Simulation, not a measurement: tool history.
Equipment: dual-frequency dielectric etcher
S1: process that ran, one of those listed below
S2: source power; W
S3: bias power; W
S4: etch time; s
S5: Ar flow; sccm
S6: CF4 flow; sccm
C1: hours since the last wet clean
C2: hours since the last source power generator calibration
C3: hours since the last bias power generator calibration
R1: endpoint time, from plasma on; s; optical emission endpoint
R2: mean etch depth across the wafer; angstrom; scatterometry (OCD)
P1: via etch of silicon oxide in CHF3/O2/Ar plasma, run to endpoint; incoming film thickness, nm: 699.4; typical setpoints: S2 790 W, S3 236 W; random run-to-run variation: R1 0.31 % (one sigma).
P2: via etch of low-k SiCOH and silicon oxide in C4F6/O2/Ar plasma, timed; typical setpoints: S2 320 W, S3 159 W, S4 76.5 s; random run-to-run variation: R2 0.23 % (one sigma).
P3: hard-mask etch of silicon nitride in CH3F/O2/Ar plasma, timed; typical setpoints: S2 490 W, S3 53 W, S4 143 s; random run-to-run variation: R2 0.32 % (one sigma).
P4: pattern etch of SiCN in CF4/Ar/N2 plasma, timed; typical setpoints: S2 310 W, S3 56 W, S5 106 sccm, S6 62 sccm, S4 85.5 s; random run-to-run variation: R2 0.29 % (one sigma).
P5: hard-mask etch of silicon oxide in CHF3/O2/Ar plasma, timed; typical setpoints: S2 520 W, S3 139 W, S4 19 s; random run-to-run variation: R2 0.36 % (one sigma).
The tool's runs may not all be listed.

run	hour	S1	S2	S3	S4	S5	S6	C1	C2	C3	R1	R2
1	5.7	P1	790	236				207.4	861.7	1709.6	285.28	
2	17.8	P1	790	236				219.5	873.8	1721.7	286.14	
3	28.3	P1	570	236				230	884.3	1732.2	323.62	
4	38.7	P1	790	142				240.4	894.7	1742.6	340.4	
5	45.7	P3	490	53	213.5			247.4	901.7	1749.6		1441.4
6	56.2	P4	310	56	85.5	106	62	257.9	912.2	1760.1		469.95
7	68.9	P2	420	159	76.5			270.6	924.9	1772.8		2066
8	81.3	P5	520	139	19			283	937.3	1785.2		324.41
9	88.3	P4	310	56	85.5	129	62	290	944.3	1792.2		458.16
10	98.9	P2	320	159	76.5			300.6	954.9	1802.8		1843.2
11	107.7	P5	520	168	19			309.4	963.7	1811.6		343.69
12	118.3	P3	490	73	143			320	974.3	1822.2		1071.6
13	128.3	P1	790	236				330	984.3	1832.2	285.27	
14	140.7	P1	1110	236				342.4	996.7	1844.6	252.55	
15	148	P1	790	236				349.7	1004	1851.9	285.34	
16	160.5	P2	320	159	76.5			362.2	1016.5	1864.4		1848.4
17	173.5	P1	790	236				375.2	1029.5	1877.4	285.76	
18	181.9	P3	630	53	143			383.6	1037.9	1885.8		1064
19	193.3	P4	310	56	85.5	106	41	395	1049.3	1897.2		440.59
20	203.2	P2	320	205	76.5			404.9	1059.2	1907.1		2021
# hour 211.1: source power generator calibrated
21	215.1	P4	310	56	52.5	106	62	416.8	4.1	1919		288.21
22	226.6	P4	440	56	85.5	106	62	428.3	15.6	1930.5		639.1
23	236.3	P1	790	236				438	25.3	1940.2	286.95	
24	244.3	P3	490	53	143			446	33.3	1948.2		963.05
25	250.9	P5	520	139	19			452.6	39.9	1954.8		325.68
# hour 254.8: wet clean of the chamber
26	256.7	P5	320	139	19			2	45.7	1960.6		268.34
27	265.2	P1	570	283				10.5	54.2	1969.1	304.12	
28	276.6	P1	790	319				21.9	65.6	1980.5	256.05	
29	286.1	P5	520	139	14.5			31.4	75.1	1990		246.16
30	298	P4	310	42	85.5	106	62	43.3	87	2001.9		428.62
31	306.6	P1	790	236				51.9	95.6	2010.5	285.07	
32	316.7	P2	320	159	50			62	105.7	2020.6		1212.6
33	325	P1	790	236				70.3	114	2028.9	285.4	
34	336.7	P1	790	236				82	125.7	2040.6	287.75	
35	347.9	P1	790	236				93.2	136.9	2051.8	289.43	
36	357.3	P1	790	236				102.6	146.3	2061.2	289.41	
37	368.1	P1	790	236				113.4	157.1	2072	290.19	
38	373.8	P1	790	236				119.1	162.8	2077.7	290.51	
# hour 374.4: wet clean of the chamber
39	383.5	P1	790	236				9.1	172.5	2087.4	290.6	
40	392.3	P1	790	236				17.9	181.3	2096.2	289.5	

P1 has crept away from where it was. The log is fitted equally well by each of these 2 causes, at the sizes shown:
A: bias power that arrives under what is set, % = 4.37
B: source power that arrives under what is set, % = 4.01
The drift started at roughly hour 325.
What rules out each remaining cause:
chamber walls in a state that lowers the etch rate, %: serviced at hour 374.4, which brought nothing back

4 check runs are offered, one wafer each, their results left as question marks. Which one tells the causes apart?
check 1	401.1	P5	520	139	19							?
check 2	401.1	P3	490	53	143							?
check 3	401.1	P4	310	56	85.5	106	62					?
check 4	401.1	P2	320	159	76.5							?

If the cause were each of the candidates in turn, the checks would give the following:
check	result	if A	if B
check 1	R2	319.55	319.06
check 2	R2	949.41	947.46
check 3	R2	463.89	454.5
check 4	R2	1829.3	1825.5
Gap, in per cent, between the two causes that each check separates least, read from the result that separates them most: check 1 0.15 %; check 2 0.21 %; check 3 2.04 %; check 4 0.21 %
Only in check 3 would the causes give clearly different results; in the remaining checks their results would be nearly the same.

Check 3 has now been run. It gave: R2 462.82 angstrom. Which of the candidate causes is it?

A is the cause: bias power that arrives under what is set, %.
